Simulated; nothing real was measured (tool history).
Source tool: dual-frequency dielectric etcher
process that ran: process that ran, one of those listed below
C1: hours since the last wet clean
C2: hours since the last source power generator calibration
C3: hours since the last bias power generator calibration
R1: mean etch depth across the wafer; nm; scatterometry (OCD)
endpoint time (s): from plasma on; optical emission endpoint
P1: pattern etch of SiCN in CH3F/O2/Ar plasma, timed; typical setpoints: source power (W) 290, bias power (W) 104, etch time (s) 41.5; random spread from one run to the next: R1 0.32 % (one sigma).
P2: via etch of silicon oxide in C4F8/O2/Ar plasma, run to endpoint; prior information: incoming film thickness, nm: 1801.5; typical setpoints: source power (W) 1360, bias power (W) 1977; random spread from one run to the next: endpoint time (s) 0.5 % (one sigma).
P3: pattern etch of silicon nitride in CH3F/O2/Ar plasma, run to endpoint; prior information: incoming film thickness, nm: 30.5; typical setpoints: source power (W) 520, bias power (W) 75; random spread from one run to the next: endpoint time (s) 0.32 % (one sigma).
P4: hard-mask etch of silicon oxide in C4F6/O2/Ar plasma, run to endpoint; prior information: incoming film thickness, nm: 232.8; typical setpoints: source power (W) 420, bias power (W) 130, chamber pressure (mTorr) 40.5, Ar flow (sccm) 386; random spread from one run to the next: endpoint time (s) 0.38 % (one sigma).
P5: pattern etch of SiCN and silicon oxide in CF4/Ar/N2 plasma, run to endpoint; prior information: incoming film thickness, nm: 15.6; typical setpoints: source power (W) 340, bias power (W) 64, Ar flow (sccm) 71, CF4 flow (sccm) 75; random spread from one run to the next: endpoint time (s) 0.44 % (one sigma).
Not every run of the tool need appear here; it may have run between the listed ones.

run 1 hour=3.9 | process_that_ran=P1 source_power_(W)=290 bias_power_(W)=104 etch_time_(s)=41.5 | C1=65.9 C2=847.2 C3=3013.1 | R1=15.9120
run 2 hour=7.9 | process_that_ran=P1 source_power_(W)=290 bias_power_(W)=104 etch_time_(s)=41.5 | C1=69.9 C2=851.2 C3=3017.1 | R1=15.8550
run 3 hour=10.8 | process_that_ran=P1 source_power_(W)=200 bias_power_(W)=133 etch_time_(s)=41.5 | C1=72.8 C2=854.1 C3=3020.0 | R1=15.3520
run 4 hour=16.0 | process_that_ran=P1 source_power_(W)=290 bias_power_(W)=104 etch_time_(s)=41.5 | C1=78.0 C2=859.3 C3=3025.2 | R1=15.7940
run 5 hour=19.2 | process_that_ran=P4 source_power_(W)=420 bias_power_(W)=130 chamber_pressure_(mTorr)=40.5 Ar_flow_(sccm)=386 | C1=81.2 C2=862.5 C3=3028.4 | endpoint_time_(s)=84.044
run 6 hour=24.2 | process_that_ran=P2 source_power_(W)=1360 bias_power_(W)=1977 | C1=86.2 C2=867.5 C3=3033.4 | endpoint_time_(s)=414.000
run 7 hour=28.1 | process_that_ran=P1 source_power_(W)=290 bias_power_(W)=104 etch_time_(s)=61.5 | C1=90.1 C2=871.4 C3=3037.3 | R1=23.6110
run 8 hour=31.3 | process_that_ran=P2 source_power_(W)=1360 bias_power_(W)=1977 | C1=93.3 C2=874.6 C3=3040.5 | endpoint_time_(s)=417.220
run 9 hour=36.3 | process_that_ran=P4 source_power_(W)=420 bias_power_(W)=177 chamber_pressure_(mTorr)=40.5 Ar_flow_(sccm)=386 | C1=98.3 C2=879.6 C3=3045.5 | endpoint_time_(s)=75.819
run 10 hour=40.5 | process_that_ran=P5 source_power_(W)=340 bias_power_(W)=40 Ar_flow_(sccm)=71 CF4_flow_(sccm)=75 | C1=102.5 C2=883.8 C3=3049.7 | endpoint_time_(s)=26.383
run 11 hour=45.4 | process_that_ran=P5 source_power_(W)=440 bias_power_(W)=64 Ar_flow_(sccm)=71 CF4_flow_(sccm)=75 | C1=107.4 C2=888.7 C3=3054.6 | endpoint_time_(s)=18.323
run 12 hour=48.6 | process_that_ran=P3 source_power_(W)=520 bias_power_(W)=75 | C1=110.6 C2=891.9 C3=3057.8 | endpoint_time_(s)=39.605
run 13 hour=51.9 | process_that_ran=P1 source_power_(W)=290 bias_power_(W)=104 etch_time_(s)=41.5 | C1=113.9 C2=895.2 C3=3061.1 | R1=15.8940
run 14 hour=55.7 | process_that_ran=P5 source_power_(W)=340 bias_power_(W)=64 Ar_flow_(sccm)=71 CF4_flow_(sccm)=102 | C1=117.7 C2=899.0 C3=3064.9 | endpoint_time_(s)=22.124
run 15 hour=58.4 | process_that_ran=P2 source_power_(W)=1730 bias_power_(W)=1977 | C1=120.4 C2=901.7 C3=3067.6 | endpoint_time_(s)=378.300
run 16 hour=63.7 | process_that_ran=P4 source_power_(W)=420 bias_power_(W)=130 chamber_pressure_(mTorr)=40.5 Ar_flow_(sccm)=305 | C1=125.7 C2=907.0 C3=3072.9 | endpoint_time_(s)=81.468
run 17 hour=66.7 | process_that_ran=P1 source_power_(W)=210 bias_power_(W)=104 etch_time_(s)=27.0 | C1=128.7 C2=910.0 C3=3075.9 | R1=9.2172
run 18 hour=70.4 | process_that_ran=P4 source_power_(W)=290 bias_power_(W)=130 chamber_pressure_(mTorr)=40.5 Ar_flow_(sccm)=386 | C1=132.4 C2=913.7 C3=3079.6 | endpoint_time_(s)=96.885
run 19 hour=74.3 | process_that_ran=P1 source_power_(W)=290 bias_power_(W)=138 etch_time_(s)=41.5 | C1=136.3 C2=917.6 C3=3083.5 | R1=17.7580
run 20 hour=78.3 | process_that_ran=P1 source_power_(W)=400 bias_power_(W)=104 etch_time_(s)=41.5 | C1=140.3 C2=921.6 C3=3087.5 | R1=17.9250
run 21 hour=82.9 | process_that_ran=P1 source_power_(W)=290 bias_power_(W)=104 etch_time_(s)=25.5 | C1=144.9 C2=926.2 C3=3092.1 | R1=9.7309
run 22 hour=87.4 | process_that_ran=P5 source_power_(W)=340 bias_power_(W)=64 Ar_flow_(sccm)=71 CF4_flow_(sccm)=75 | C1=149.4 C2=930.7 C3=3096.6 | endpoint_time_(s)=23.067
run 23 hour=92.4 | process_that_ran=P2 source_power_(W)=1360 bias_power_(W)=1460 | C1=154.4 C2=935.7 C3=3101.6 | endpoint_time_(s)=453.310
run 24 hour=95.6 | process_that_ran=P4 source_power_(W)=420 bias_power_(W)=130 chamber_pressure_(mTorr)=26.0 Ar_flow_(sccm)=386 | C1=157.6 C2=938.9 C3=3104.8 | endpoint_time_(s)=78.878
run 25 hour=100.7 | process_that_ran=P5 source_power_(W)=340 bias_power_(W)=64 Ar_flow_(sccm)=86 CF4_flow_(sccm)=75 | C1=162.7 C2=944.0 C3=3109.9 | endpoint_time_(s)=23.698
run 26 hour=104.3 | process_that_ran=P1 source_power_(W)=290 bias_power_(W)=104 etch_time_(s)=41.5 | C1=166.3 C2=947.6 C3=3113.5 | R1=15.8320
run 27 hour=107.2 | process_that_ran=P1 source_power_(W)=290 bias_power_(W)=71 etch_time_(s)=41.5 | C1=169.2 C2=950.5 C3=3116.4 | R1=13.7880
run 28 hour=111.2 | process_that_ran=P1 source_power_(W)=210 bias_power_(W)=104 etch_time_(s)=41.5 | C1=173.2 C2=954.5 C3=3120.4 | R1=14.0720
run 29 hour=116.6 | process_that_ran=P3 source_power_(W)=520 bias_power_(W)=50 | C1=178.6 C2=959.9 C3=3125.8 | endpoint_time_(s)=45.041
run 30 hour=120.2 | process_that_ran=P4 source_power_(W)=420 bias_power_(W)=130 chamber_pressure_(mTorr)=40.5 Ar_flow_(sccm)=386 | C1=182.2 C2=963.5 C3=3129.4 | endpoint_time_(s)=83.607
run 31 hour=123.3 | process_that_ran=P3 source_power_(W)=700 bias_power_(W)=75 | C1=185.3 C2=966.6 C3=3132.5 | endpoint_time_(s)=35.219
run 32 hour=126.0 | process_that_ran=P1 source_power_(W)=290 bias_power_(W)=104 etch_time_(s)=41.5 | C1=188.0 C2=969.3 C3=3135.2 | R1=15.9510
run 33 hour=131.2 | process_that_ran=P1 source_power_(W)=290 bias_power_(W)=104 etch_time_(s)=41.5 | C1=193.2 C2=974.5 C3=3140.4 | R1=15.7410
run 34 hour=134.8 | process_that_ran=P1 source_power_(W)=290 bias_power_(W)=104 etch_time_(s)=41.5 | C1=196.8 C2=978.1 C3=3144.0 | R1=15.6280
-- hour=138.8 wet clean of the chamber
run 35 hour=139.2 | process_that_ran=P1 source_power_(W)=290 bias_power_(W)=104 etch_time_(s)=41.5 | C1=0.4 C2=982.5 C3=3148.4 | R1=15.5880
run 36 hour=144.7 | process_that_ran=P1 source_power_(W)=290 bias_power_(W)=104 etch_time_(s)=41.5 | C1=5.9 C2=988.0 C3=3153.9 | R1=15.5170
run 37 hour=149.9 | process_that_ran=P1 source_power_(W)=290 bias_power_(W)=104 etch_time_(s)=41.5 | C1=11.1 C2=993.2 C3=3159.1 | R1=15.4930
run 38 hour=152.8 | process_that_ran=P1 source_power_(W)=290 bias_power_(W)=104 etch_time_(s)=41.5 | C1=14.0 C2=996.1 C3=3162.0 | R1=15.5740

Something has made what P1 gives creep away from where it was; the 2 causes below, each at its own stated size, fit the log equally well:
A: source power that arrives under what is set, % = 4.81
B: bias power that arrives under what is set, % = 4.56
The onset of the drift is placed at about hour 126.0.
What rules out each remaining cause:
chamber walls in a state that lowers the etch rate, %: work on it at hour 138.8, done after the drift set in, did not restore what the process gave before

Which of the 4 check runs listed below, each an average over 2 wafers with its results shown as question marks, gives clearly different results under the different listed causes?
run check 1 hour=155.7 | process_that_ran=P5 source_power_(W)=340 bias_power_(W)=49 Ar_flow_(sccm)=71 CF4_flow_(sccm)=75 | endpoint_time_(s)=?
run check 2 hour=155.7 | process_that_ran=P3 source_power_(W)=690 bias_power_(W)=56 | endpoint_time_(s)=?
run check 3 hour=155.7 | process_that_ran=P4 source_power_(W)=340 bias_power_(W)=162 chamber_pressure_(mTorr)=40.5 Ar_flow_(sccm)=386 | endpoint_time_(s)=?
run check 4 hour=155.7 | process_that_ran=P2 source_power_(W)=1360 bias_power_(W)=1488 | endpoint_time_(s)=?

Check results expected under each cause:
check=check_1 result=endpoint_time_(s) if_A=26.178 if_B=25.393
check=check_2 result=endpoint_time_(s) if_A=39.723 if_B=39.521
check=check_3 result=endpoint_time_(s) if_A=86.484 if_B=86.075
check=check_4 result=endpoint_time_(s) if_A=459.240 if_B=456.010
Per-check spread between the two closest causes, in the result where they differ most: check 1 3.04 %; check 2 0.51 %; check 3 0.47 %; check 4 0.71 %
The other checks would show nearly matching results whichever cause is true, so check 1 is the only one that separates the causes.

After running check 1, the following was obtained: endpoint time (s) 26.197. Which cause does this point to?

It was cause A: source power that arrives under what is set, %.
